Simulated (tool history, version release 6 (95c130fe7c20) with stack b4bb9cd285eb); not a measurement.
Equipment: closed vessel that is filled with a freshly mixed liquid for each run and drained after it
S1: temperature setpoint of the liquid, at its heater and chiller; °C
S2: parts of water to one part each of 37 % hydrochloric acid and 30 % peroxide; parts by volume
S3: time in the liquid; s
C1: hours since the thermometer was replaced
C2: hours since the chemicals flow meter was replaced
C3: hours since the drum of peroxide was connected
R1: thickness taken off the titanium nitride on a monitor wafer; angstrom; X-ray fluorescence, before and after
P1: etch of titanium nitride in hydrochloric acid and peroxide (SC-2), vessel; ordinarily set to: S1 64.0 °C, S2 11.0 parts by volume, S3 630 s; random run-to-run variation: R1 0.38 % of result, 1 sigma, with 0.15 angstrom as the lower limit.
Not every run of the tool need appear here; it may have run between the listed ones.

run   hour    S1    S2    S3     C1     C2     C3       R1
  1   14.5  64.0  11.0   630  631.5  231.1  239.4  197.940
  2   22.8  64.0  19.5   630  639.8  239.4  247.7  119.760
  3   34.4  52.5  11.0   630  651.4  251.0  259.3   96.180
  4   51.7  64.0  11.0   630  668.7  268.3  276.6  197.870
  5   65.6  64.0   4.0   630  682.6  282.2  290.5  426.430
  6   79.2  64.0  11.0   630  696.2  295.8  304.1  199.340
  7   97.8  72.0  11.0   630  714.8  314.4  322.7  321.520
  8  113.3  64.0  17.0    90  730.3  329.9  338.2   19.026
  9  125.8  57.5  11.0   370  742.8  342.4  350.7   77.604
 10  141.1  64.0  11.0   630  758.1  357.7  366.0  199.000
     150.6  -- new drum of peroxide connected
 11  150.9  64.0  11.0   225  767.9  367.5    0.3   70.600
 12  168.0  64.0  11.0  1075  785.0  384.6   17.4  341.240
 13  181.8  64.0  11.0   630  798.8  398.4   31.2  198.990
 14  198.0  64.0  11.0   630  815.0  414.6   47.4  197.600
 15  209.3  64.0  11.0   630  826.3  425.9   58.7  192.640
 16  225.8  64.0  11.0   630  842.8  442.4   75.2  188.130
 17  236.3  64.0  11.0   630  853.3  452.9   85.7  186.170
     246.3  -- new drum of peroxide connected
 18  248.5  64.0  11.0   630  865.5  465.1    2.2  184.130
 19  259.1  64.0  11.0   630  876.1  475.7   12.8  182.400
 20  267.4  64.0  11.0   630  884.4  484.0   21.1  181.490

Expected results for the next run?
 21  285.2  64.0  11.0  630  902.2  501.8  38.9   ?

R1: 180.900 angstrom

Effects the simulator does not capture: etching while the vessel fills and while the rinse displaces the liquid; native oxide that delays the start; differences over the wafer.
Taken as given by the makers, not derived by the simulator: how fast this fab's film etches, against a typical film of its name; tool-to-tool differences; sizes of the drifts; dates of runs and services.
